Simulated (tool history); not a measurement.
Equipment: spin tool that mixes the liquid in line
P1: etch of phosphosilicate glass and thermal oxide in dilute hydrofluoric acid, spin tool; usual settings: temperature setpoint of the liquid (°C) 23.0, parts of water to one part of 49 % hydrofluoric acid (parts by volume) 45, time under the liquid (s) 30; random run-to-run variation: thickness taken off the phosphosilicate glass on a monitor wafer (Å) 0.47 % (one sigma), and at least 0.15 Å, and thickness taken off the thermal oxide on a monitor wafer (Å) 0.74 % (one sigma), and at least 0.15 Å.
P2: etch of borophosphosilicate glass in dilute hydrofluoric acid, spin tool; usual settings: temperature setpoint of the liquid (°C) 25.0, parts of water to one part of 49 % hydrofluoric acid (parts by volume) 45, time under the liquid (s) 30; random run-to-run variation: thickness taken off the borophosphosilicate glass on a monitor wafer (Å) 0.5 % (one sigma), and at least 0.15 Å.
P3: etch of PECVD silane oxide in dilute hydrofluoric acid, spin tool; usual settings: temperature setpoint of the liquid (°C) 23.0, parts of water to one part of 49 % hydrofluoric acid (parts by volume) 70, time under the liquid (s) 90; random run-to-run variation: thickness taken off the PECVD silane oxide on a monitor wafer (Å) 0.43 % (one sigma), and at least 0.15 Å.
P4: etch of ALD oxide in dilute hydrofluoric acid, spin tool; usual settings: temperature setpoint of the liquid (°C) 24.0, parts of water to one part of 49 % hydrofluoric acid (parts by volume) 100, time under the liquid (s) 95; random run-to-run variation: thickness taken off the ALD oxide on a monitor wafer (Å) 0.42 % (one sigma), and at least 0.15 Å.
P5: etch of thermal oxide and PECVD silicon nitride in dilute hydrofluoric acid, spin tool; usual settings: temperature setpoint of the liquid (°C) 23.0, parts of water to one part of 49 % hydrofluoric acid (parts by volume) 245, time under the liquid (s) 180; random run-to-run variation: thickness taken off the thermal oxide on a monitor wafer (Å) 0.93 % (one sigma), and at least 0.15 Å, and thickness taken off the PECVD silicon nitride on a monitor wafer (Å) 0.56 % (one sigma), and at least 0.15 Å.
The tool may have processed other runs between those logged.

run   hour  process that ran  temperature setpoint of the liquid (°C)  parts of water to one part of 49 % hydrofluoric acid (parts by volume)  time under the liquid (s)  hours since the thermometer was replaced  hours since the hydrofluoric acid flow meter was replaced  thickness taken off the phosphosilicate glass on a monitor wafer (Å)  thickness taken off the thermal oxide on a monitor wafer (Å)  thickness taken off the borophosphosilicate glass on a monitor wafer (Å)  thickness taken off the PECVD silane oxide on a monitor wafer (Å)  thickness taken off the ALD oxide on a monitor wafer (Å)  thickness taken off the PECVD silicon nitride on a monitor wafer (Å)
  1    8.8                P1                                     23.0                                                                      45                         30                                    1486.2                                                      968.9                                                                520.72                                                       32.1730
  2   21.2                P2                                     25.0                                                                      20                         30                                    1498.6                                                      981.3                                                                                                                                                                                                        822.11
  3   33.6                P3                                     23.0                                                                     125                         90                                    1511.0                                                      993.7                                                                                                                                                                                                                                                                           154.90
  4   46.5                P2                                     25.0                                                                      45                         30                                    1523.9                                                     1006.6                                                                                                                                                                                                        357.53
  5   53.2                P1                                     23.0                                                                      20                         30                                    1530.6                                                     1013.3                                                               1207.40                                                       74.3180
  6   66.2                P4                                     24.0                                                                     100                        180                                    1543.6                                                     1026.3                                                                                                                                                                                                                                                                                                                                    228.310
  7   72.6                P1                                     27.5                                                                      45                         30                                    1550.0                                                     1032.7                                                                624.62                                                       38.2460
  8   84.1                P2                                     25.0                                                                      45                         55                                    1561.5                                                     1044.2                                                                                                                                                                                                        656.67
  9   96.8                P4                                     24.0                                                                     150                         95                                    1574.2                                                     1056.9                                                                                                                                                                                                                                                                                                                                     76.117
 10  104.6                P3                                     23.0                                                                      70                         90                                    1582.0                                                     1064.7                                                                                                                                                                                                                                                                           294.40
 11  115.6                P1                                     19.0                                                                      45                         30                                    1593.0                                                     1075.7                                                                441.63                                                       26.5730
 12  122.9                P5                                     18.5                                                                     245                        180                                    1600.3                                                     1083.0                                                                                                                             23.7660                                                                                                                                                                                                                                                                       28.989
 13  130.8                P5                                     23.0                                                                      70                        180                                    1608.2                                                     1090.9                                                                                                                            119.3800                                                                                                                                                                                                                                                                      134.590
 14  138.1                P2                                     25.0                                                                      45                         30                                    1615.5                                                     1098.2                                                                                                                                                                                                        358.36
 15  151.3                P1                                     23.0                                                                      45                         30                                    1628.7                                                     1111.4                                                                522.33                                                       31.4920
 16  162.4                P1                                     23.0                                                                      25                         45                                    1639.8                                                     1122.5                                                               1441.00                                                       89.1240
 17  171.3                P1                                     23.0                                                                      45                         30                                    1648.7                                                     1131.4                                                                520.35                                                       31.5070
 18  179.9                P5                                     23.0                                                                     245                         55                                    1657.3                                                     1140.0                                                                                                                              8.6703                                                                                                                                                                                                                                                                       11.711
 19  188.3                P1                                     23.0                                                                      45                         30                                    1665.7                                                     1148.4                                                                526.42                                                       32.1450
 20  195.7                P1                                     23.0                                                                      45                         30                                    1673.1                                                     1155.8                                                                522.84                                                       32.3930
 21  208.1                P5                                     23.0                                                                     245                        180                                    1685.5                                                     1168.2                                                                                                                             28.1610                                                                                                                                                                                                                                                                       39.295
 22  219.8                P1                                     23.0                                                                      70                         30                                    1697.2                                                     1179.9                                                                328.03                                                       20.1340
 23  227.7                P4                                     24.0                                                                     100                         95                                    1705.1                                                     1187.8                                                                                                                                                                                                                                                                                                                                    121.380
 24  234.6                P1                                     23.0                                                                      45                         15                                    1712.0                                                     1194.7                                                                260.60                                                       16.0850
 25  247.6                P1                                     23.0                                                                      45                         50                                    1725.0                                                     1207.7                                                                876.94                                                       53.2650
 26  257.2                P1                                     23.0                                                                      45                         30                                    1734.6                                                     1217.3                                                                521.68                                                       32.1160
 27  268.3                P3                                     23.0                                                                      70                        140                                    1745.7                                                     1228.4                                                                                                                                                                                                                                                                           461.06
 28  279.9                P4                                     29.5                                                                     100                         95                                    1757.3                                                     1240.0                                                                                                                                                                                                                                                                                                                                    149.560
 29  290.4                P3                                     17.0                                                                      70                         90                                    1767.8                                                     1250.5                                                                                                                                                                                                                                                                           228.87
 30  301.8                P2                                     29.5                                                                      45                         30                                    1779.2                                                     1261.9                                                                                                                                                                                                        429.94
 31  314.1                P1                                     23.0                                                                      45                         30                                    1791.5                                                     1274.2                                                                522.37                                                       32.1810
 32  325.1                P1                                     23.0                                                                      45                         30                                    1802.5                                                     1285.2                                                                498.87                                                       30.8660

Run 33 has not been measured yet. What should we expect?
 33  333.8                P1                                     23.0                                                                      45                         30                                    1811.2                                                     1293.9                                                                     ?                                                             ?

Run 33 produced thickness taken off the phosphosilicate glass on a monitor wafer (Å) 492.57, thickness taken off the thermal oxide on a monitor wafer (Å) 30.1020.

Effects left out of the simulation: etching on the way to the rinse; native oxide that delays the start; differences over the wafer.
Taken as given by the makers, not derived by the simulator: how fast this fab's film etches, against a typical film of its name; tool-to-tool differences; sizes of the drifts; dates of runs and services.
